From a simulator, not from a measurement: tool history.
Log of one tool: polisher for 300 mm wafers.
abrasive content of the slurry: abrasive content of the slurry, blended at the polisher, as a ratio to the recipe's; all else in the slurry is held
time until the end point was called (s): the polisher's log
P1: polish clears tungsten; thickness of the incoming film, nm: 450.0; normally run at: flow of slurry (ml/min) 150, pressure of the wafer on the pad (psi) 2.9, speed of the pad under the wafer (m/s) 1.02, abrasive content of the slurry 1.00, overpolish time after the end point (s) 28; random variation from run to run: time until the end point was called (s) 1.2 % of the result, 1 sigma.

run,hour,flow of slurry (ml/min),pressure of the wafer on the pad (psi),speed of the pad under the wafer (m/s),abrasive content of the slurry,overpolish time after the end point (s),time until the end point was called (s)
1,2.3,150,2.9,1.02,1.00,28,117.060
2,6.1,150,2.9,1.02,1.50,28,104.810
3,9.9,90,2.9,1.02,1.00,28,134.200
4,14.2,150,2.9,1.02,1.00,28,116.460
5,19.4,150,2.9,1.02,0.65,53,129.370
6,22.0,150,2.9,1.02,0.50,28,135.970
7,26.8,150,4.6,1.02,1.00,28,73.652
8,29.3,150,2.9,1.02,1.00,8,117.020
9,32.4,225,2.9,1.02,1.00,28,112.600
10,36.4,150,2.9,1.44,1.00,28,83.880
# hour 37.8: slurry blender recalibrated
11,39.8,150,2.9,0.58,1.00,28,210.370
12,43.4,150,2.9,1.02,1.00,52,117.990
13,47.9,150,2.9,1.02,1.00,28,116.830
14,50.4,150,2.9,1.02,1.00,28,116.740
15,55.0,150,1.9,1.02,1.00,28,180.540
16,58.8,150,2.9,1.02,1.00,28,116.690

Run 17 comes next. What will it give?
17,63.6,150,2.9,1.02,1.00,28,?

{"run 17": {"time until the end point was called (s)": 115.77}}

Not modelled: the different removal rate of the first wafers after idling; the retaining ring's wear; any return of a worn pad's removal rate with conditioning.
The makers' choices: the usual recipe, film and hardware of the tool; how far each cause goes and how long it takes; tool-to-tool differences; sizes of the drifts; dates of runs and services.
